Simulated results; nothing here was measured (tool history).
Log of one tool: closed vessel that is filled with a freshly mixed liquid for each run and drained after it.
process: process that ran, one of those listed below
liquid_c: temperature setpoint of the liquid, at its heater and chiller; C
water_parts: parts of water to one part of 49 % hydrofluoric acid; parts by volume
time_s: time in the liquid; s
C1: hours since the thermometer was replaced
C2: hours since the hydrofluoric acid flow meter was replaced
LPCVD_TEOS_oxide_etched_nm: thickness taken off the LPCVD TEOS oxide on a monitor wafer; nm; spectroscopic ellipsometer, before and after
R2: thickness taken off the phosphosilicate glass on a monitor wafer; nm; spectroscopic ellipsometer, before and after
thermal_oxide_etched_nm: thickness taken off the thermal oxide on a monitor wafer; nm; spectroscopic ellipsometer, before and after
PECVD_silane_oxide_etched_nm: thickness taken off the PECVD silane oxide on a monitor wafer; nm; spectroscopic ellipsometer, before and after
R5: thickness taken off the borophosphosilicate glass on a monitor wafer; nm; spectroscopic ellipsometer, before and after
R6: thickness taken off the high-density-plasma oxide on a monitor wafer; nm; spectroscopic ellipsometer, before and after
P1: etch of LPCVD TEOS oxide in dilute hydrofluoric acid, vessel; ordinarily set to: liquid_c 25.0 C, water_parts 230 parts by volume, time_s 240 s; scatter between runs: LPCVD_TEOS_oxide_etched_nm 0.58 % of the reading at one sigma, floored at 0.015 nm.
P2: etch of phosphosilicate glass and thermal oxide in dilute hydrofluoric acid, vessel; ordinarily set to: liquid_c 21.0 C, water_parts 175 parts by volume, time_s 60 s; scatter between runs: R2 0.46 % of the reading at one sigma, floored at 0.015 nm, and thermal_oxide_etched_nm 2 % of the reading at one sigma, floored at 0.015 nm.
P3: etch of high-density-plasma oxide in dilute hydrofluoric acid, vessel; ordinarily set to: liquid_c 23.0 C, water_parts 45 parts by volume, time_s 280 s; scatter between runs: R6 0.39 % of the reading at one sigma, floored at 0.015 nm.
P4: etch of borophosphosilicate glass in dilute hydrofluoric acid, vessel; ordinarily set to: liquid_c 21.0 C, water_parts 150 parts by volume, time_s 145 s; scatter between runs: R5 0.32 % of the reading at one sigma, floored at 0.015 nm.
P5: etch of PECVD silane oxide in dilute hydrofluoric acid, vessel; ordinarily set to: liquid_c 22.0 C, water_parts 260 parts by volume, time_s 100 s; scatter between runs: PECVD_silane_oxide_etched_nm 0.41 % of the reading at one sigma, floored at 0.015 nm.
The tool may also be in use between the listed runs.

{"run": 1, "hour": 3.3, "process": "P1", "liquid_c": 25.0, "water_parts": 230, "time_s": 240, "C1": 1839.2, "C2": 707.1, "LPCVD_TEOS_oxide_etched_nm": 23.694}
{"run": 2, "hour": 6.9, "process": "P1", "liquid_c": 20.5, "water_parts": 230, "time_s": 240, "C1": 1842.8, "C2": 710.7, "LPCVD_TEOS_oxide_etched_nm": 20.267}
{"run": 3, "hour": 11.7, "process": "P2", "liquid_c": 21.0, "water_parts": 245, "time_s": 60, "C1": 1847.6, "C2": 715.5, "R2": 24.225, "thermal_oxide_etched_nm": 0.83076}
{"run": 4, "hour": 16.6, "process": "P1", "liquid_c": 25.0, "water_parts": 230, "time_s": 115, "C1": 1852.5, "C2": 720.4, "LPCVD_TEOS_oxide_etched_nm": 11.323}
{"run": 5, "hour": 22.9, "process": "P2", "liquid_c": 21.0, "water_parts": 175, "time_s": 30, "C1": 1858.8, "C2": 726.7, "R2": 18.068, "thermal_oxide_etched_nm": 0.65576}
{"run": 6, "hour": 25.8, "process": "P2", "liquid_c": 21.0, "water_parts": 175, "time_s": 60, "C1": 1861.7, "C2": 729.6, "R2": 36.135, "thermal_oxide_etched_nm": 1.3026}
{"run": 7, "hour": 31.5, "process": "P1", "liquid_c": 25.0, "water_parts": 230, "time_s": 240, "C1": 1867.4, "C2": 735.3, "LPCVD_TEOS_oxide_etched_nm": 23.895}
{"run": 8, "hour": 34.5, "process": "P1", "liquid_c": 25.0, "water_parts": 230, "time_s": 240, "C1": 1870.4, "C2": 738.3, "LPCVD_TEOS_oxide_etched_nm": 23.613}
{"run": 9, "hour": 38.9, "process": "P2", "liquid_c": 29.0, "water_parts": 175, "time_s": 60, "C1": 1874.8, "C2": 742.7, "R2": 48.572, "thermal_oxide_etched_nm": 1.693}
{"run": 10, "hour": 44.4, "process": "P5", "liquid_c": 29.5, "water_parts": 260, "time_s": 100, "C1": 1880.3, "C2": 748.2, "PECVD_silane_oxide_etched_nm": 19.492}
{"run": 11, "hour": 48.1, "process": "P1", "liquid_c": 30.0, "water_parts": 230, "time_s": 240, "C1": 1884.0, "C2": 751.9, "LPCVD_TEOS_oxide_etched_nm": 28.539}
{"run": 12, "hour": 51.7, "process": "P4", "liquid_c": 21.0, "water_parts": 150, "time_s": 30, "C1": 1887.6, "C2": 755.5, "R5": 8.3932}
{"run": 13, "hour": 56.4, "process": "P3", "liquid_c": 17.0, "water_parts": 45, "time_s": 280, "C1": 1892.3, "C2": 760.2, "R6": 42.401}
{"run": 14, "hour": 59.8, "process": "P5", "liquid_c": 22.0, "water_parts": 95, "time_s": 100, "C1": 1895.7, "C2": 763.6, "PECVD_silane_oxide_etched_nm": 49.064}
{"run": 15, "hour": 63.3, "process": "P1", "liquid_c": 25.0, "water_parts": 100, "time_s": 240, "C1": 1899.2, "C2": 767.1, "LPCVD_TEOS_oxide_etched_nm": 63.351}
{"run": 16, "hour": 69.4, "process": "P3", "liquid_c": 23.0, "water_parts": 45, "time_s": 280, "C1": 1905.3, "C2": 773.2, "R6": 55.033}
{"run": 17, "hour": 75.8, "process": "P1", "liquid_c": 25.0, "water_parts": 230, "time_s": 240, "C1": 1911.7, "C2": 779.6, "LPCVD_TEOS_oxide_etched_nm": 23.435}
{"run": 18, "hour": 79.1, "process": "P5", "liquid_c": 22.0, "water_parts": 260, "time_s": 185, "C1": 1915.0, "C2": 782.9, "PECVD_silane_oxide_etched_nm": 27.695}
{"run": 19, "hour": 85.1, "process": "P5", "liquid_c": 22.0, "water_parts": 260, "time_s": 100, "C1": 1921.0, "C2": 788.9, "PECVD_silane_oxide_etched_nm": 15.082}
{"run": 20, "hour": 89.2, "process": "P1", "liquid_c": 25.0, "water_parts": 230, "time_s": 240, "C1": 1925.1, "C2": 793.0, "LPCVD_TEOS_oxide_etched_nm": 23.885}
{"run": 21, "hour": 92.2, "process": "P3", "liquid_c": 23.0, "water_parts": 45, "time_s": 480, "C1": 1928.1, "C2": 796.0, "R6": 94.995}
{"run": 22, "hour": 98.4, "process": "P3", "liquid_c": 23.0, "water_parts": 60, "time_s": 280, "C1": 1934.3, "C2": 802.2, "R6": 40.386}
{"run": 23, "hour": 104.3, "process": "P1", "liquid_c": 25.0, "water_parts": 110, "time_s": 125, "C1": 1940.2, "C2": 808.1, "LPCVD_TEOS_oxide_etched_nm": 29.641}
{"run": 24, "hour": 109.7, "process": "P4", "liquid_c": 21.0, "water_parts": 150, "time_s": 145, "C1": 1945.6, "C2": 813.5, "R5": 40.479}
{"run": 25, "hour": 115.3, "process": "P4", "liquid_c": 27.5, "water_parts": 150, "time_s": 145, "C1": 1951.2, "C2": 819.1, "R5": 51.841}
{"run": 26, "hour": 120.6, "process": "P4", "liquid_c": 21.0, "water_parts": 235, "time_s": 145, "C1": 1956.5, "C2": 824.4, "R5": 23.536}
{"run": 27, "hour": 126.4, "process": "P1", "liquid_c": 25.0, "water_parts": 230, "time_s": 390, "C1": 1962.3, "C2": 830.2, "LPCVD_TEOS_oxide_etched_nm": 38.639}
{"run": 28, "hour": 132.9, "process": "P1", "liquid_c": 25.0, "water_parts": 325, "time_s": 345, "C1": 1968.8, "C2": 836.7, "LPCVD_TEOS_oxide_etched_nm": 21.745}
{"run": 29, "hour": 137.6, "process": "P1", "liquid_c": 25.0, "water_parts": 230, "time_s": 240, "C1": 1973.5, "C2": 841.4, "LPCVD_TEOS_oxide_etched_nm": 23.729}
{"run": 30, "hour": 141.5, "process": "P3", "liquid_c": 23.0, "water_parts": 45, "time_s": 280, "C1": 1977.4, "C2": 845.3, "R6": 55.447}
{"run": 31, "hour": 147.3, "process": "P1", "liquid_c": 25.0, "water_parts": 425, "time_s": 240, "C1": 1983.2, "C2": 851.1, "LPCVD_TEOS_oxide_etched_nm": 10.634}
{"run": 32, "hour": 151.4, "process": "P2", "liquid_c": 21.0, "water_parts": 175, "time_s": 60, "C1": 1987.3, "C2": 855.2, "R2": 35.751, "thermal_oxide_etched_nm": 1.252}
{"run": 33, "hour": 156.1, "process": "P1", "liquid_c": 25.0, "water_parts": 230, "time_s": 240, "C1": 1992.0, "C2": 859.9, "LPCVD_TEOS_oxide_etched_nm": 23.766}
{"run": 34, "hour": 161.9, "process": "P1", "liquid_c": 25.0, "water_parts": 230, "time_s": 240, "C1": 1997.8, "C2": 865.7, "LPCVD_TEOS_oxide_etched_nm": 22.755}
{"run": 35, "hour": 166.7, "process": "P1", "liquid_c": 25.0, "water_parts": 230, "time_s": 240, "C1": 2002.6, "C2": 870.5, "LPCVD_TEOS_oxide_etched_nm": 22.194}
{"run": 36, "hour": 173.0, "process": "P1", "liquid_c": 25.0, "water_parts": 230, "time_s": 240, "C1": 2008.9, "C2": 876.8, "LPCVD_TEOS_oxide_etched_nm": 22.043}
{"run": 37, "hour": 177.9, "process": "P1", "liquid_c": 25.0, "water_parts": 230, "time_s": 240, "C1": 2013.8, "C2": 881.7, "LPCVD_TEOS_oxide_etched_nm": 22.085}
{"run": 38, "hour": 182.0, "process": "P1", "liquid_c": 25.0, "water_parts": 230, "time_s": 240, "C1": 2017.9, "C2": 885.8, "LPCVD_TEOS_oxide_etched_nm": 22.008}
{"run": 39, "hour": 187.6, "process": "P1", "liquid_c": 25.0, "water_parts": 230, "time_s": 240, "C1": 2023.5, "C2": 891.4, "LPCVD_TEOS_oxide_etched_nm": 21.869}
{"run": 40, "hour": 191.4, "process": "P1", "liquid_c": 25.0, "water_parts": 230, "time_s": 240, "C1": 2027.3, "C2": 895.2, "LPCVD_TEOS_oxide_etched_nm": 21.982}

What P1 gives has crept away from where it was. These 2 causes fit the log equally well, each at the size given:
A: liquid colder than its thermometer reads (K) = 2.26
B: hydrofluoric acid flow below the setpoint (%) = 6.33
Creep in the process output first set in at about hour 156.1.

Which of the 4 check runs listed below separates the causes, so that each cause would produce a clearly different result? Each run uses one wafer, and its results are marked with question marks.
{"run": "check 1", "hour": 195.2, "process": "P2", "liquid_c": 28.5, "water_parts": 175, "time_s": 30, "R2": "?", "thermal_oxide_etched_nm": "?"}
{"run": "check 2", "hour": 195.2, "process": "P4", "liquid_c": 27.0, "water_parts": 230, "time_s": 145, "R5": "?"}
{"run": "check 3", "hour": 195.2, "process": "P3", "liquid_c": 17.0, "water_parts": 45, "time_s": 280, "R6": "?"}
{"run": "check 4", "hour": 195.2, "process": "P5", "liquid_c": 29.5, "water_parts": 260, "time_s": 100, "PECVD_silane_oxide_etched_nm": "?"}

What each check would give under each cause:
check=check_1 result=R2 if_A=22.045 if_B=22.092
check=check_1 result=thermal_oxide_etched_nm if_A=0.78878 if_B=0.79045
check=check_2 result=R5 if_A=27.8860 if_B=27.8210
check=check_3 result=R6 if_A=38.751 if_B=39.959
check=check_4 result=PECVD_silane_oxide_etched_nm if_A=18.108 if_B=17.949
How far apart the two closest causes lie, in the result that separates them most: check 1 0.21 %; check 2 0.23 %; check 3 3.07 %; check 4 0.89 %
Only check 3 tells the causes apart: in the others they would give nearly the same result.

Here is what check 3 returned: R6 39.852 nm. Which cause is it?

B is the cause: hydrofluoric acid flow below the setpoint (%).

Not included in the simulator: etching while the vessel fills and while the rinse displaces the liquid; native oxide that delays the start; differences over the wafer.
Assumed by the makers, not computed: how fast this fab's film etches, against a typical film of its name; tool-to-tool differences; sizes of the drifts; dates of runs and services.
